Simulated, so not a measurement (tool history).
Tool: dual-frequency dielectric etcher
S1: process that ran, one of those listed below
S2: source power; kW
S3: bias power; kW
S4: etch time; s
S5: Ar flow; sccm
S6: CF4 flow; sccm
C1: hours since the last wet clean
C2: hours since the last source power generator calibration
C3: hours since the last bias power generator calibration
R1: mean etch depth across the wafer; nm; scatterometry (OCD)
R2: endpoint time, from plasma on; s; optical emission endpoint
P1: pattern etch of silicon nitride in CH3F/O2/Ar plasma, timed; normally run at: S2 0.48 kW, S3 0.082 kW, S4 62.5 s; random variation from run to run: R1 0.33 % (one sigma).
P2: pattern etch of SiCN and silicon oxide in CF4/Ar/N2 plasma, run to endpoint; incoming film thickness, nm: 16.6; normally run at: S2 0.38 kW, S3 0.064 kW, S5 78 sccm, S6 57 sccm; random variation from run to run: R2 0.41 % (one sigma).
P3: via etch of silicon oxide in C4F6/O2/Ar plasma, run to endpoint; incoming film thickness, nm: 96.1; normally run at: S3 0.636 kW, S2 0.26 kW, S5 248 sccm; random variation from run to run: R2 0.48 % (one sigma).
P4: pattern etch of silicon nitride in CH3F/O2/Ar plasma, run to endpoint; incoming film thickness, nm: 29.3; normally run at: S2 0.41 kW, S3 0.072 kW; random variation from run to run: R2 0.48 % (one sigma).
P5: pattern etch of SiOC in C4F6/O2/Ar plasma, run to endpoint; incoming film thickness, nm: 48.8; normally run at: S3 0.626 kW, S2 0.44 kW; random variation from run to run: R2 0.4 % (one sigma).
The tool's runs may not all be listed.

Run 1, hour 8.7: S1 P1, S2 0.48 kW, S3 0.082 kW, S4 62.5 s; C1 289.4; C2 2273.2; C3 1149.4. Result: R1 49.793 nm.
Run 2, hour 18.9: S1 P1, S2 0.63 kW, S3 0.082 kW, S4 62.5 s; C1 299.6; C2 2283.4; C3 1159.6. Result: R1 55.124 nm.
Run 3, hour 30.5: S1 P4, S2 0.56 kW, S3 0.072 kW; C1 311.2; C2 2295; C3 1171.2. Result: R2 37.024 s.
Run 4, hour 41.5: S1 P1, S2 0.31 kW, S3 0.082 kW, S4 62.5 s; C1 322.2; C2 2306; C3 1182.2. Result: R1 42.316 nm.
Run 5, hour 52.2: S1 P5, S2 0.44 kW, S3 0.876 kW; C1 332.9; C2 2316.7; C3 1192.9. Result: R2 13.149 s.
Run 6, hour 67.9: S1 P3, S2 0.26 kW, S3 0.636 kW, S5 248 sccm; C1 348.6; C2 2332.4; C3 1208.6. Result: R2 22.013 s.
Run 7, hour 78.5: S1 P1, S2 0.48 kW, S3 0.082 kW, S4 87 s; C1 359.2; C2 2343; C3 1219.2. Result: R1 69.152 nm.
Run 8, hour 90.4: S1 P1, S2 0.48 kW, S3 0.082 kW, S4 62.5 s; C1 371.1; C2 2354.9; C3 1231.1. Result: R1 49.439 nm.
Run 9, hour 98.3: S1 P4, S2 0.41 kW, S3 0.072 kW; C1 379; C2 2362.8; C3 1239. Result: R2 41.838 s.
Run 10, hour 105.6: S1 P1, S2 0.48 kW, S3 0.082 kW, S4 62.5 s; C1 386.3; C2 2370.1; C3 1246.3. Result: R1 49.653 nm.
Run 11, hour 117.1: S1 P5, S2 0.35 kW, S3 0.626 kW; C1 397.8; C2 2381.6; C3 1257.8. Result: R2 16.247 s.
Run 12, hour 132: S1 P1, S2 0.48 kW, S3 0.065 kW, S4 62.5 s; C1 412.7; C2 2396.5; C3 1272.7. Result: R1 45.91 nm.
Run 13, hour 143.3: S1 P1, S2 0.48 kW, S3 0.082 kW, S4 62.5 s; C1 424; C2 2407.8; C3 1284. Result: R1 49.479 nm.
Run 14, hour 153: S1 P5, S2 0.44 kW, S3 0.626 kW; C1 433.7; C2 2417.5; C3 1293.7. Result: R2 15.014 s.
Run 15, hour 162.5: S1 P3, S2 0.26 kW, S3 0.843 kW, S5 248 sccm; C1 443.2; C2 2427; C3 1303.2. Result: R2 19.787 s.
Run 16, hour 176.9: S1 P3, S2 0.26 kW, S3 0.636 kW, S5 248 sccm; C1 457.6; C2 2441.4; C3 1317.6. Result: R2 22.169 s.
Run 17, hour 191.3: S1 P4, S2 0.41 kW, S3 0.072 kW; C1 472; C2 2455.8; C3 1332. Result: R2 41.271 s.
Run 18, hour 201.1: S1 P1, S2 0.48 kW, S3 0.099 kW, S4 62.5 s; C1 481.8; C2 2465.6; C3 1341.8. Result: R1 53.213 nm.
Run 19, hour 214.7: S1 P2, S2 0.38 kW, S3 0.064 kW, S5 78 sccm, S6 72 sccm; C1 495.4; C2 2479.2; C3 1355.4. Result: R2 22.748 s.
Run 20, hour 223.7: S1 P2, S2 0.38 kW, S3 0.064 kW, S5 46 sccm, S6 57 sccm; C1 504.4; C2 2488.2; C3 1364.4. Result: R2 21.964 s.
Run 21, hour 234.6: S1 P1, S2 0.48 kW, S3 0.082 kW, S4 46.5 s; C1 515.3; C2 2499.1; C3 1375.3. Result: R1 37.05 nm.
Run 22, hour 245.1: S1 P1, S2 0.6 kW, S3 0.082 kW, S4 77.5 s; C1 525.8; C2 2509.6; C3 1385.8. Result: R1 67.578 nm.
At hour 248.5: bias power generator calibrated.
Run 23, hour 254: S1 P4, S2 0.41 kW, S3 0.1 kW; C1 534.7; C2 2518.5; C3 5.5. Result: R2 36.604 s.
At hour 263.1: source power generator calibrated.
Run 24, hour 264.3: S1 P3, S2 0.26 kW, S3 0.636 kW, S5 347 sccm; C1 545; C2 1.3; C3 15.8. Result: R2 23.024 s.
Run 25, hour 272.2: S1 P3, S2 0.3 kW, S3 0.636 kW, S5 248 sccm; C1 552.9; C2 9.2; C3 23.7. Result: R2 21.042 s.
Run 26, hour 281.1: S1 P2, S2 0.38 kW, S3 0.087 kW, S5 78 sccm, S6 57 sccm; C1 561.8; C2 18.1; C3 32.6. Result: R2 21.458 s.
Run 27, hour 296.8: S1 P2, S2 0.54 kW, S3 0.064 kW, S5 78 sccm, S6 57 sccm; C1 577.5; C2 33.8; C3 48.3. Result: R2 17.227 s.
Run 28, hour 309.7: S1 P2, S2 0.38 kW, S3 0.064 kW, S5 78 sccm, S6 57 sccm; C1 590.4; C2 46.7; C3 61.2. Result: R2 23.637 s.
Run 29, hour 316.8: S1 P1, S2 0.48 kW, S3 0.082 kW, S4 62.5 s; C1 597.5; C2 53.8; C3 68.3. Result: R1 49.622 nm.
Run 30, hour 323.6: S1 P1, S2 0.48 kW, S3 0.082 kW, S4 62.5 s; C1 604.3; C2 60.6; C3 75.1. Result: R1 49.982 nm.
Run 31, hour 338.9: S1 P1, S2 0.48 kW, S3 0.082 kW, S4 62.5 s; C1 619.6; C2 75.9; C3 90.4. Result: R1 50.255 nm.
At hour 342.2: wet clean of the chamber.
Run 32, hour 346.4: S1 P1, S2 0.48 kW, S3 0.082 kW, S4 62.5 s; C1 4.3; C2 83.4; C3 97.9. Result: R1 50.517 nm.
Run 33, hour 356.6: S1 P1, S2 0.48 kW, S3 0.082 kW, S4 62.5 s; C1 14.5; C2 93.6; C3 108.1. Result: R1 50.463 nm.
Run 34, hour 369: S1 P1, S2 0.48 kW, S3 0.082 kW, S4 62.5 s; C1 26.9; C2 106; C3 120.5. Result: R1 50.609 nm.
Run 35, hour 378.3: S1 P1, S2 0.48 kW, S3 0.082 kW, S4 62.5 s; C1 36.2; C2 115.3; C3 129.8. Result: R1 50.508 nm.

What P1 gives has crept away from where it was. These 2 causes fit the log equally well, each at the size given:
A: bias power that arrives over what is set, % = 4.84
B: source power that arrives over what is set, % = 4.46
The creep began at about hour 316.8.
Why every other cause is out:
chamber walls in a state that raises the etch rate, %: serviced at hour 342.2, which brought nothing back

4 check runs are offered, each on 2 wafers whose results are averaged, their results left as question marks. Which one tells the causes apart?
Run check 1, hour 387.6: S1 P2, S2 0.48 kW, S3 0.082 kW, S5 78 sccm, S6 57 sccm. Result: R2 ?.
Run check 2, hour 387.6: S1 P3, S2 0.26 kW, S3 0.636 kW, S5 346 sccm. Result: R2 ?.
Run check 3, hour 387.6: S1 P5, S2 0.37 kW, S3 0.626 kW. Result: R2 ?.
Run check 4, hour 387.6: S1 P4, S2 0.54 kW, S3 0.096 kW. Result: R2 ?.

What each check would give under each cause:
  check  result    if A    if B
check 1      R2  17.341  16.961
check 2      R2  22.618  22.682
check 3      R2   15.65  15.687
check 4      R2  33.258  33.276
How far apart the two closest causes lie, in the result that separates them most: check 1 2.21 %; check 2 0.28 %; check 3 0.24 %; check 4 0.05 %
Check 1 tells the causes apart: in the others they would give nearly the same result.

Check 1 was then run and gave: R2 17.344 s. Which cause is it?

It is A: bias power that arrives over what is set, %.
